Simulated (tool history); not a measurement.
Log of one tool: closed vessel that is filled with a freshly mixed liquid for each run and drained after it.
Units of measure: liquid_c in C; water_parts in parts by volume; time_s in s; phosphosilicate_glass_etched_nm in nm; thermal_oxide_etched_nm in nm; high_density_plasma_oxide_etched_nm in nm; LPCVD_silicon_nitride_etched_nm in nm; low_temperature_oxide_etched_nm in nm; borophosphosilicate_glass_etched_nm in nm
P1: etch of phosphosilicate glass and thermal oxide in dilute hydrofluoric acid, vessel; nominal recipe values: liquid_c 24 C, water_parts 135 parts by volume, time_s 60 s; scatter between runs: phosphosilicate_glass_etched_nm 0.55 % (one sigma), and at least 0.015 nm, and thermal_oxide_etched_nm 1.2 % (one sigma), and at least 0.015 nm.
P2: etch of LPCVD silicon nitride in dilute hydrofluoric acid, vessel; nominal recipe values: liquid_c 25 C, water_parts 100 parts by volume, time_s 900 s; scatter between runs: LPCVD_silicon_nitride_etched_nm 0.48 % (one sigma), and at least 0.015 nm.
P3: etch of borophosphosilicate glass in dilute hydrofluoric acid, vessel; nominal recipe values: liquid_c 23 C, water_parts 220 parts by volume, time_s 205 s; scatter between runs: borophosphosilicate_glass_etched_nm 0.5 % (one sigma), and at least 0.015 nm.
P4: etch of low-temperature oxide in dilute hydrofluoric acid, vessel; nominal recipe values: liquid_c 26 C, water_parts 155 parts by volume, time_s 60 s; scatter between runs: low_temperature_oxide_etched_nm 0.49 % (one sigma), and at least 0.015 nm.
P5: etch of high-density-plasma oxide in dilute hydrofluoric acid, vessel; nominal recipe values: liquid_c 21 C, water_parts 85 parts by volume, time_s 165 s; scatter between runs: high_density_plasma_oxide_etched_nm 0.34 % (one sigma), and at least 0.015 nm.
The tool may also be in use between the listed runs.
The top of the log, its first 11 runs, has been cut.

run	day	process	liquid_c	water_parts	time_s	hours since the thermometer was replaced	hours since the hydrofluoric acid flow meter was replaced	phosphosilicate_glass_etched_nm	thermal_oxide_etched_nm	high_density_plasma_oxide_etched_nm	LPCVD_silicon_nitride_etched_nm	low_temperature_oxide_etched_nm	borophosphosilicate_glass_etched_nm
12	3.075	P1	24	230	60	1062.8	663.1	30.067	1.073				
13	3.292	P1	18	135	60	1068	668.3	44.702	1.7129				
14	3.517	P3	23	220	205	1073.4	673.7						50.526
15	3.875	P4	26	155	85	1082	682.3					9.8101	
16	4.154	P5	21	85	165	1088.7	689			12.037			
17	4.383	P3	23	220	205	1094.2	694.5						50.414
18	4.558	P2	25	100	65	1098.4	698.7				0.33712		
# day 4.754: thermometer replaced
19	4.762	P1	28	225	60	0.2	703.6	35.471	1.3398				
20	4.942	P1	24	135	30	4.5	707.9	28.12	1.0922				
21	5.317	P4	21.5	155	60	13.5	716.9					5.7945	
22	5.488	P3	17	220	205	17.6	721						40.292
23	5.829	P1	30.5	135	60	25.8	729.2	72.845	2.7272				
24	6.05	P1	29.5	135	30	31.1	734.5	35.214	1.3292				
25	6.317	P1	24	135	105	37.5	740.9	99.983	3.7388				
26	6.683	P5	21	85	165	46.3	749.7			11.965			
27	7.054	P1	24	85	60	55.2	758.6	96.394	3.5857				
28	7.304	P3	23	220	370	61.2	764.6						90.401

Expected results for the next run?
29	7.671	P4	26	30	60	70	773.4					?	

Run 29 gave low_temperature_oxide_etched_nm 41.831 nm.
